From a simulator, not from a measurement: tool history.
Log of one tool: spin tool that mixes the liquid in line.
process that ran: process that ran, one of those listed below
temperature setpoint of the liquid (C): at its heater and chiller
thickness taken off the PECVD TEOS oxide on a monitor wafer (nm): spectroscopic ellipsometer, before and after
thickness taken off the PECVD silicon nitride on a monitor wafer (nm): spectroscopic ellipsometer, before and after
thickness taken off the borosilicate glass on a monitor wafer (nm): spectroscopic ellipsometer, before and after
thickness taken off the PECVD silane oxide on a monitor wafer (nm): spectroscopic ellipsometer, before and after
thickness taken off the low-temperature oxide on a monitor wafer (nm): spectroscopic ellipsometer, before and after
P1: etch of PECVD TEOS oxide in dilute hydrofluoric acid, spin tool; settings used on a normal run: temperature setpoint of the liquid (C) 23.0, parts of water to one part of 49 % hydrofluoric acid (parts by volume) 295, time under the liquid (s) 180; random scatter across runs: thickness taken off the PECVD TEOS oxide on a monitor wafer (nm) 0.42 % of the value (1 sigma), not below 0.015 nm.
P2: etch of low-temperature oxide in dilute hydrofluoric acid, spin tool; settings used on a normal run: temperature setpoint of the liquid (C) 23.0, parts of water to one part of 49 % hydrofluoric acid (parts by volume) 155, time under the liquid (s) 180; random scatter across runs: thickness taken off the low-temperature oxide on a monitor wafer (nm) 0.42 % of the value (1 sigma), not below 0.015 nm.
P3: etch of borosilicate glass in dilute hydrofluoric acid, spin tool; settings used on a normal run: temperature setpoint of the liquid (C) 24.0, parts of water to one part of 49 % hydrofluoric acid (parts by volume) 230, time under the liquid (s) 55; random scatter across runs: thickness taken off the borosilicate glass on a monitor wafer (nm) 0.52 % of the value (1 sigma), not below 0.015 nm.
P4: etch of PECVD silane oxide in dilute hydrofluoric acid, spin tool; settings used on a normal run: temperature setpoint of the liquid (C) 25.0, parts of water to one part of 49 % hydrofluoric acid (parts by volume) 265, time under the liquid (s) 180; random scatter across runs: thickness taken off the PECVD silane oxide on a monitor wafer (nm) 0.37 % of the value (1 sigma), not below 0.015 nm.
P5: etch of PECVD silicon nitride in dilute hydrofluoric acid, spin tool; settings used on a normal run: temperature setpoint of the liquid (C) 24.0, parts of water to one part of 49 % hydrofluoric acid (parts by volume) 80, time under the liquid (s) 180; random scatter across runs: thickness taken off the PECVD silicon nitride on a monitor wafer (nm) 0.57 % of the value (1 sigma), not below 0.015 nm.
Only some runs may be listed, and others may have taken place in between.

run	hour	process that ran	temperature setpoint of the liquid (C)	parts of water to one part of 49 % hydrofluoric acid (parts by volume)	time under the liquid (s)	hours since the thermometer was replaced	hours since the hydrofluoric acid flow meter was replaced	thickness taken off the PECVD TEOS oxide on a monitor wafer (nm)	thickness taken off the PECVD silicon nitride on a monitor wafer (nm)	thickness taken off the borosilicate glass on a monitor wafer (nm)	thickness taken off the PECVD silane oxide on a monitor wafer (nm)	thickness taken off the low-temperature oxide on a monitor wafer (nm)
1	12.5	P1	23.0	295	180	324.0	317.5	12.7760				
2	25.4	P5	24.0	125	180	336.9	330.4		8.0785			
3	32.0	P3	24.0	230	55	343.5	337.0			6.4246		
4	42.3	P1	23.0	295	55	353.8	347.3	3.9256				
5	51.1	P3	24.0	230	55	362.6	356.1			6.5228		
6	64.2	P5	24.0	80	180	375.7	369.2		12.4310			
7	73.7	P4	25.0	465	180	385.2	378.7				4.8516	
8	83.5	P5	17.5	80	180	395.0	388.5		8.0615			
9	97.8	P1	23.0	295	270	409.3	402.8	19.0100				
10	108.7	P2	23.0	275	180	420.2	413.7					12.6140
11	119.5	P1	23.0	295	180	431.0	424.5	12.6860				
12	126.2	P4	17.0	265	180	437.7	431.2				7.7177	
13	133.3	P1	29.0	295	180	444.8	438.3	15.5810				
14	143.6	P2	23.0	155	180	455.1	448.6					25.4140
15	155.6	P1	23.0	295	180	467.1	460.6	12.7860				
16	163.9	P4	25.0	265	60	475.4	468.9				3.4487	
17	172.1	P2	19.0	155	180	483.6	477.1					21.7970
18	181.7	P2	23.0	155	60	493.2	486.7					8.5815
19	189.7	P3	24.0	405	55	501.2	494.7			3.1173		
20	196.9	P1	23.0	150	180	508.4	501.9	28.7700				
21	203.4	P1	23.0	160	255	514.9	508.4	38.3050				
22	217.3	P3	24.0	230	15	528.8	522.3			1.7513		
23	225.0	P1	23.0	455	180	536.5	530.0	7.1681				
24	238.1	P1	23.0	295	180	549.6	543.1	12.7230				
25	249.9	P3	32.0	230	55	561.4	554.9			8.5803		
26	262.7	P1	17.0	295	180	574.2	567.7	10.2890				
# hour 263.0: hydrofluoric acid flow meter replaced
27	274.6	P4	25.0	265	180	586.1	11.6				10.3950	
28	281.5	P5	24.0	80	15	593.0	18.5		1.0583			
29	295.4	P1	23.0	295	180	606.9	32.4	12.6870				
30	302.0	P1	23.0	295	180	613.5	39.0	12.8860				
31	312.4	P1	23.0	295	180	623.9	49.4	13.1920				
32	320.8	P1	23.0	295	180	632.3	57.8	13.3170				
33	331.2	P1	23.0	295	180	642.7	68.2	13.3990				
34	338.4	P1	23.0	295	180	649.9	75.4	13.4900				
35	347.8	P1	23.0	295	180	659.3	84.8	13.5750				
36	357.1	P1	23.0	295	180	668.6	94.1	13.6470				
37	371.6	P1	23.0	295	180	683.1	108.6	13.6980				
38	382.4	P1	23.0	295	180	693.9	119.4	13.6130				
39	395.5	P1	23.0	295	180	707.0	132.5	13.6190				

Compared with where it was, what P1 gives has crept away. Each cause listed below fits the log as well as the rest, at the size given for it:
A: liquid hotter than its thermometer reads (K) = 2.08
B: hydrofluoric acid flow above the setpoint (%) = 5.82
The onset of the drift is placed at about hour 295.4.

Consider the 4 single-wafer check runs listed below, results given as question marks: which one distinguishes between the causes by giving clearly different results for each?
check 1	408.6	P5	24.0	80	25				?			
check 2	408.6	P4	25.0	405	180						?	
check 3	408.6	P2	23.0	240	180							?
check 4	408.6	P3	24.0	315	55					?		

If the cause were each of the candidates in turn, the checks would give the following:
check	result	if A	if B
check 1	thickness taken off the PECVD silicon nitride on a monitor wafer (nm)	1.9862	1.8308
check 2	thickness taken off the PECVD silane oxide on a monitor wafer (nm)	6.3409	6.4092
check 3	thickness taken off the low-temperature oxide on a monitor wafer (nm)	16.2510	16.1710
check 4	thickness taken off the borosilicate glass on a monitor wafer (nm)	4.6563	4.6686
Per-check spread between the two closest causes, in the result where they differ most: check 1 8.15 %; check 2 1.07 %; check 3 0.49 %; check 4 0.26 %
Check 1 is the one run that separates the causes; every other check would come out nearly the same whichever cause is at work.

The results of check 1 are: thickness taken off the PECVD silicon nitride on a monitor wafer (nm) 1.9448. Based on these, which of the listed causes is it?

The correct cause is A, namely: liquid hotter than its thermometer reads (K).

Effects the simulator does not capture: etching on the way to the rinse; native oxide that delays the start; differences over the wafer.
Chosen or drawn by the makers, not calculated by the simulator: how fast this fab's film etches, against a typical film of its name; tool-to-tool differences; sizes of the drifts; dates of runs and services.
